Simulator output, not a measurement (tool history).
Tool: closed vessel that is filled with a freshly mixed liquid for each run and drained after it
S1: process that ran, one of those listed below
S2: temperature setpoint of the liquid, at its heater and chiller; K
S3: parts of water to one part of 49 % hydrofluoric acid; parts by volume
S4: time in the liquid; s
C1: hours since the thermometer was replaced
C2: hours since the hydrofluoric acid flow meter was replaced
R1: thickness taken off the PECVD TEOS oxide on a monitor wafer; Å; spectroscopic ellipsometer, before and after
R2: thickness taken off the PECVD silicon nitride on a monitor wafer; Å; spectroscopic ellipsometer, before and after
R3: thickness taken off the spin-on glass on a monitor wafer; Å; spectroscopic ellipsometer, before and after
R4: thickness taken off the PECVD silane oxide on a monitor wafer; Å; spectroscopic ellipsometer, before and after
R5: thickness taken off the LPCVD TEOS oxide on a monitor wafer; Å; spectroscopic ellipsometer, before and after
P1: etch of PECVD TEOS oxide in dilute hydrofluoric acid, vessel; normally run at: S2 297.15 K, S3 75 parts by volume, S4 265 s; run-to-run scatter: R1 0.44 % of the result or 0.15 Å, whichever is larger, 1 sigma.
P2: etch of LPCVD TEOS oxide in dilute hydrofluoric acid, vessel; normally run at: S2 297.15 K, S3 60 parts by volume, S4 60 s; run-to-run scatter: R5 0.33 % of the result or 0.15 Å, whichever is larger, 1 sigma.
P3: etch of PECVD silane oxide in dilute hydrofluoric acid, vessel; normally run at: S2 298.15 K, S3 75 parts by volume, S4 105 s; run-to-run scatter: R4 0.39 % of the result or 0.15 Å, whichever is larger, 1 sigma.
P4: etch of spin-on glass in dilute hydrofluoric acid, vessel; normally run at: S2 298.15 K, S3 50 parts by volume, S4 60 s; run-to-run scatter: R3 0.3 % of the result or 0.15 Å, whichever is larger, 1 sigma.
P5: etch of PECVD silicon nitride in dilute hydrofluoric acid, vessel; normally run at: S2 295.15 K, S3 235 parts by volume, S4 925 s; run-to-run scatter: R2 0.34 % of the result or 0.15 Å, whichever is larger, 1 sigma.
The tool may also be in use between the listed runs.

| run | hour | S1 | S2 | S3 | S4 | C1 | C2 | R1 | R2 | R3 | R4 | R5 |
|---|---|---|---|---|---|---|---|---|---|---|---|---|
| 1 | 13.8 | P1 | 297.15 | 75 | 265 | 222.2 | 950.1 | 476.91 |  |  |  |  |
| 2 | 25.5 | P5 | 295.15 | 40 | 925 | 233.9 | 961.8 |  | 575.31 |  |  |  |
| 3 | 35.8 | P4 | 293.65 | 50 | 60 | 244.2 | 972.1 |  |  | 305.27 |  |  |
| 4 | 42.2 | P1 | 297.15 | 75 | 265 | 250.6 | 978.5 | 479.93 |  |  |  |  |
|  | 47.8 | hydrofluoric acid flow meter replaced |
| 5 | 48.9 | P1 | 297.15 | 20 | 265 | 257.3 | 1.2 | 1923.2 |  |  |  |  |
| 6 | 60.2 | P1 | 297.15 | 75 | 265 | 268.6 | 12.5 | 479.83 |  |  |  |  |
| 7 | 73 | P1 | 291.65 | 75 | 265 | 281.4 | 25.3 | 379.82 |  |  |  |  |
| 8 | 79.5 | P1 | 297.15 | 75 | 265 | 287.9 | 31.8 | 479.85 |  |  |  |  |
| 9 | 90.4 | P1 | 304.15 | 75 | 265 | 298.8 | 42.7 | 626.08 |  |  |  |  |
| 10 | 102 | P1 | 297.15 | 75 | 265 | 310.4 | 54.3 | 477.59 |  |  |  |  |
| 11 | 110.5 | P3 | 303.65 | 75 | 105 | 318.9 | 62.8 |  |  |  | 309.72 |  |
| 12 | 118.7 | P3 | 298.15 | 75 | 30 | 327.1 | 71 |  |  |  | 71.171 |  |
| 13 | 131 | P1 | 297.15 | 115 | 80 | 339.4 | 83.3 | 89.06 |  |  |  |  |
| 14 | 139.3 | P1 | 297.15 | 75 | 120 | 347.7 | 91.6 | 217.76 |  |  |  |  |
| 15 | 145.9 | P4 | 298.15 | 50 | 60 | 354.3 | 98.2 |  |  | 368.14 |  |  |
| 16 | 152.5 | P2 | 291.15 | 60 | 60 | 360.9 | 104.8 |  |  |  |  | 449.69 |
| 17 | 159.1 | P2 | 297.15 | 105 | 60 | 367.5 | 111.4 |  |  |  |  | 313.21 |
| 18 | 166.4 | P3 | 298.15 | 20 | 105 | 374.8 | 118.7 |  |  |  | 1001.5 |  |
| 19 | 175.5 | P3 | 298.15 | 75 | 105 | 383.9 | 127.8 |  |  |  | 248.54 |  |
| 20 | 184.9 | P2 | 297.15 | 60 | 30 | 393.3 | 137.2 |  |  |  |  | 289.83 |
| 21 | 196.7 | P4 | 298.15 | 50 | 60 | 405.1 | 149 |  |  | 367.48 |  |  |
| 22 | 210.5 | P1 | 297.15 | 130 | 265 | 418.9 | 162.8 | 259.35 |  |  |  |  |
| 23 | 224.4 | P5 | 300.15 | 235 | 925 | 432.8 | 176.7 |  | 137.6 |  |  |  |
| 24 | 230.5 | P4 | 298.15 | 50 | 100 | 438.9 | 182.8 |  |  | 618.61 |  |  |
| 25 | 241 | P3 | 298.15 | 75 | 105 | 449.4 | 193.3 |  |  |  | 248.82 |  |
| 26 | 248.6 | P5 | 295.15 | 235 | 925 | 457 | 200.9 |  | 101.52 |  |  |  |
| 27 | 257.9 | P1 | 297.15 | 75 | 265 | 466.3 | 210.2 | 477.41 |  |  |  |  |
| 28 | 270.5 | P5 | 295.15 | 235 | 435 | 478.9 | 222.8 |  | 47.692 |  |  |  |
| 29 | 283.5 | P4 | 298.15 | 85 | 60 | 491.9 | 235.8 |  |  | 207.61 |  |  |
| 30 | 290.4 | P2 | 297.15 | 60 | 60 | 498.8 | 242.7 |  |  |  |  | 578.54 |
| 31 | 297.1 | P1 | 297.15 | 75 | 415 | 505.5 | 249.4 | 755.1 |  |  |  |  |
| 32 | 307.3 | P5 | 295.15 | 235 | 925 | 515.7 | 259.6 |  | 101.85 |  |  |  |
| 33 | 316 | P1 | 297.15 | 75 | 265 | 524.4 | 268.3 | 478.28 |  |  |  |  |
| 34 | 323.9 | P1 | 297.15 | 75 | 265 | 532.3 | 276.2 | 469.73 |  |  |  |  |
| 35 | 337.1 | P1 | 297.15 | 75 | 265 | 545.5 | 289.4 | 464.56 |  |  |  |  |
| 36 | 348.6 | P1 | 297.15 | 75 | 265 | 557 | 300.9 | 460.18 |  |  |  |  |
| 37 | 358.5 | P1 | 297.15 | 75 | 265 | 566.9 | 310.8 | 455.77 |  |  |  |  |
| 38 | 368.1 | P1 | 297.15 | 75 | 265 | 576.5 | 320.4 | 454.74 |  |  |  |  |
| 39 | 379.9 | P1 | 297.15 | 75 | 265 | 588.3 | 332.2 | 458.36 |  |  |  |  |
| 40 | 390.2 | P1 | 297.15 | 75 | 265 | 598.6 | 342.5 | 452.83 |  |  |  |  |
| 41 | 401 | P1 | 297.15 | 75 | 265 | 609.4 | 353.3 | 450.31 |  |  |  |  |
| 42 | 414.7 | P1 | 297.15 | 75 | 265 | 623.1 | 367 | 452.86 |  |  |  |  |
| 43 | 427 | P1 | 297.15 | 75 | 265 | 635.4 | 379.3 | 453.2 |  |  |  |  |

What P1 gives has crept away from where it was. These 2 causes fit the log equally well, each at the size given:
A: liquid colder than its thermometer reads (K) = 1.43
B: hydrofluoric acid flow below the setpoint (%) = 5.14
The creep began at about hour 316.

4 check runs are offered, one wafer each, their results left as question marks. Which one tells the causes apart?
| check 1 | 439.3 | P3 | 303.15 | 25 | 105 |  |  |  |  |  | ? |  |
| check 2 | 439.3 | P4 | 298.15 | 70 | 60 |  |  |  |  | ? |  |  |
| check 3 | 439.3 | P5 | 295.15 | 155 | 925 |  |  |  | ? |  |  |  |
| check 4 | 439.3 | P2 | 297.15 | 105 | 60 |  |  |  |  |  |  | ? |

What each check would give under each cause:
| check | result | if A | if B |
|---|---|---|---|
| check 1 | R4 | 926.69 | 929.56 |
| check 2 | R3 | 241.44 | 241.46 |
| check 3 | R2 | 138.83 | 144.86 |
| check 4 | R5 | 296.28 | 295.43 |
How far apart the two closest causes lie, in the result that separates them most: check 1 0.31 %; check 2 0.01 %; check 3 4.25 %; check 4 0.29 %
Check 3 tells the causes apart: in the others they would give nearly the same result.

Check 3 was then run and gave: R2 144.99 Å. Which cause is it?

It is B: hydrofluoric acid flow below the setpoint (%).

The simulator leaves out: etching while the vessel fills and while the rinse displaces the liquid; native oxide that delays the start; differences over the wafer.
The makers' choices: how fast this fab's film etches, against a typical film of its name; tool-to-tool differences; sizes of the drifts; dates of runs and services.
